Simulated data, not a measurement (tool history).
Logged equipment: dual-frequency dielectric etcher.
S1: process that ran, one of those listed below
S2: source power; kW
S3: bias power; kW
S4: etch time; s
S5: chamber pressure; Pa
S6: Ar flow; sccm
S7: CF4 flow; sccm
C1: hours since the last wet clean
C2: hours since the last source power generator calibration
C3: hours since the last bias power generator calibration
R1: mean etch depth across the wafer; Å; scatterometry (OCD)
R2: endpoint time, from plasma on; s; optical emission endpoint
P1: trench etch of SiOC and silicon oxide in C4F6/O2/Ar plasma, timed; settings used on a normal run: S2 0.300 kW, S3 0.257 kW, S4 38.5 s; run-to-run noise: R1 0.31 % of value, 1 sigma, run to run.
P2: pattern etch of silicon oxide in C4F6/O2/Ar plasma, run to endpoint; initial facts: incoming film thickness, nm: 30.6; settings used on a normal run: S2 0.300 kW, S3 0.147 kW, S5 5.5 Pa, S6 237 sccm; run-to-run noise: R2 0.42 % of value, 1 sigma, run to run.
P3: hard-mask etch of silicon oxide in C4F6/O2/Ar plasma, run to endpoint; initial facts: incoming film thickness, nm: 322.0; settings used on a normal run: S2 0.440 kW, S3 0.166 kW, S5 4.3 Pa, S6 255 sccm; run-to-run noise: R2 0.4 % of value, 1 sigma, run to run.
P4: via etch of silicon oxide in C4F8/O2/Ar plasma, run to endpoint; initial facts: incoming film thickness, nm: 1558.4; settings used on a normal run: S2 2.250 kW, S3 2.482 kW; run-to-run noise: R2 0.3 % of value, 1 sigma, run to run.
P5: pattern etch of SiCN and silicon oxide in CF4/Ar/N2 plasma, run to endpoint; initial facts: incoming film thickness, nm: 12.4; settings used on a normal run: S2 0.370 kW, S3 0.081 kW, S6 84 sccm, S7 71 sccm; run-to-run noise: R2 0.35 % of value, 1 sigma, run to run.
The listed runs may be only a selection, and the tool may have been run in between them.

run,day,S1,S2,S3,S4,S5,S6,S7,C1,C2,C3,R1,R2
1,0.538,P1,0.300,0.257,38.5,,,,486.8,488.9,2652.3,738.40,
2,1.175,P1,0.390,0.165,38.5,,,,502.1,504.2,2667.6,707.66,
3,1.525,P2,0.300,0.194,,5.5,237,,510.5,512.6,2676.0,,10.536
4,2.112,P1,0.300,0.257,38.5,,,,524.6,526.7,2690.1,738.20,
5,2.433,P1,0.300,0.257,38.5,,,,532.3,534.4,2697.8,736.34,
6,3.021,P1,0.300,0.257,38.5,,,,546.4,548.5,2711.9,739.38,
7,3.367,P1,0.410,0.338,38.5,,,,554.7,556.8,2720.2,917.85,
8,4.000,P4,2.250,2.482,,,,,569.9,572.0,2735.4,,277.570
9,4.404,P5,0.520,0.081,,,84,71,579.6,581.7,2745.1,,12.381
10,4.754,P1,0.300,0.257,38.5,,,,588.0,590.1,2753.5,736.63,
11,5.221,P1,0.400,0.257,38.5,,,,599.2,601.3,2764.7,824.47,
12,5.708,P3,0.440,0.166,,5.1,255,,610.9,613.0,2776.4,,103.380
13,6.300,P5,0.370,0.081,,,60,71,625.1,627.2,2790.6,,16.084
14,6.679,P1,0.230,0.257,38.5,,,,634.2,636.3,2799.7,668.97,
15,7.104,P1,0.300,0.160,38.5,,,,644.4,646.5,2809.9,633.54,
16,7.417,P3,0.440,0.166,,4.3,255,,651.9,654.0,2817.4,,100.820
17,8.004,P1,0.300,0.257,38.5,,,,666.0,668.1,2831.5,740.19,
18,8.446,P3,0.440,0.166,,4.3,344,,676.6,678.7,2842.1,,104.070
19,9.017,P4,1.530,2.482,,,,,690.3,692.4,2855.8,,324.730
20,9.662,P3,0.440,0.235,,4.3,255,,705.8,707.9,2871.3,,89.778
21,10.204,P2,0.300,0.147,,5.5,237,,718.8,720.9,2884.3,,11.598
22,10.638,P1,0.300,0.361,38.5,,,,729.2,731.3,2894.7,834.92,
23,11.117,P5,0.370,0.081,,,84,43,740.7,742.8,2906.2,,18.004
24,11.617,P2,0.190,0.147,,5.5,237,,752.7,754.8,2918.2,,13.781
# day 11.946: source power generator calibrated
25,12.162,P2,0.300,0.147,,5.5,150,,765.8,5.2,2931.3,,10.974
26,12.854,P1,0.300,0.257,50.5,,,,782.4,21.8,2947.9,974.95,
27,13.462,P1,0.300,0.257,25.0,,,,797.0,36.4,2962.5,478.95,
28,14.000,P4,2.250,1.962,,,,,809.9,49.3,2975.4,,296.950
29,14.354,P1,0.300,0.195,24.5,,,,818.4,57.8,2983.9,428.47,
30,14.675,P3,0.330,0.166,,4.3,255,,826.1,65.5,2991.6,,112.530

Run 31, settings as shown, results not yet in. Your forecast:
31,15.046,P5,0.370,0.053,,,84,71,835.0,74.4,3000.5,,?

{"run 31": {"R2": 19.125}}

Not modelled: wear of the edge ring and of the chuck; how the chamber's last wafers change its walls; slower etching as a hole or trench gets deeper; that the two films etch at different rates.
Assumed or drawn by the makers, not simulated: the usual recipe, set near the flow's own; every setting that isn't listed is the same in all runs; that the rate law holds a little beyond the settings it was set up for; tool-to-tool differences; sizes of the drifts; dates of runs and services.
